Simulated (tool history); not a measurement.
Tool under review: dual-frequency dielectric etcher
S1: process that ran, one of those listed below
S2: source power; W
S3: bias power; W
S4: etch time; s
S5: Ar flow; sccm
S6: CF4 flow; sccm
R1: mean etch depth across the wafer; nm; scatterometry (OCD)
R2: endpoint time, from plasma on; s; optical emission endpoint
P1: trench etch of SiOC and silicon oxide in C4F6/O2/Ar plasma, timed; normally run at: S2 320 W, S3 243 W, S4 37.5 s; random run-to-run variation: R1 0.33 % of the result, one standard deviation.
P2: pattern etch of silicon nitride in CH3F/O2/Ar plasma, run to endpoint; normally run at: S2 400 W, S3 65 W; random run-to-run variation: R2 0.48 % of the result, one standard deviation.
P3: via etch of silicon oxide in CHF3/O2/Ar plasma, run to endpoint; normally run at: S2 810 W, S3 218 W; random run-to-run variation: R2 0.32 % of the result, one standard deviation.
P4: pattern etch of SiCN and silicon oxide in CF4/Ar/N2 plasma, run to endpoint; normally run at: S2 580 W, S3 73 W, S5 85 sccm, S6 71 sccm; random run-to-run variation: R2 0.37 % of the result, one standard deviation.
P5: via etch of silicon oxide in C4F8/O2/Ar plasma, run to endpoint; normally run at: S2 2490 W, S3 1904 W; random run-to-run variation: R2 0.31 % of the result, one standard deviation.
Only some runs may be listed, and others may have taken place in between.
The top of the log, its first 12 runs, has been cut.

run,hour,S1,S2,S3,S4,S5,S6,R1,R2
13,133.1,P1,440,243,37.5,,,85.259,
14,147,P1,320,243,51.5,,,103.47,
15,154.7,P1,320,243,37.5,,,75.309,
16,167.7,P4,580,47,,85,71,,8.6669
17,183.1,P1,320,243,37.5,,,75.892,
18,191.8,P2,400,65,,,,,48.143
19,199.1,P3,520,218,,,,,402.88
20,208.5,P1,320,306,37.5,,,81.82,
21,218.9,P1,320,163,37.5,,,66.023,
22,231.3,P4,580,73,,117,71,,7.9768
23,240.9,P4,580,73,,85,47,,8.0709
24,252.9,P4,580,73,,85,71,,7.5452
25,264,P4,740,73,,85,71,,6.0939
26,275.2,P1,220,243,20.5,,,35.731,
27,284.1,P3,810,136,,,,,395.95
28,297.3,P5,2490,1107,,,,,288.45
29,306.2,P1,320,243,37.5,,,75.487,
30,313.4,P1,320,243,37.5,,,75.923,
31,323.4,P1,320,243,37.5,,,76.349,
32,335.2,P1,320,243,37.5,,,76.227,
33,344.8,P1,320,243,37.5,,,76.841,

Run 34 has not been measured yet. What should we expect?
# hour 350: wet clean of the chamber
34,357.1,P1,320,243,37.5,,,?,

Run 34 measured R1 76.932 nm.

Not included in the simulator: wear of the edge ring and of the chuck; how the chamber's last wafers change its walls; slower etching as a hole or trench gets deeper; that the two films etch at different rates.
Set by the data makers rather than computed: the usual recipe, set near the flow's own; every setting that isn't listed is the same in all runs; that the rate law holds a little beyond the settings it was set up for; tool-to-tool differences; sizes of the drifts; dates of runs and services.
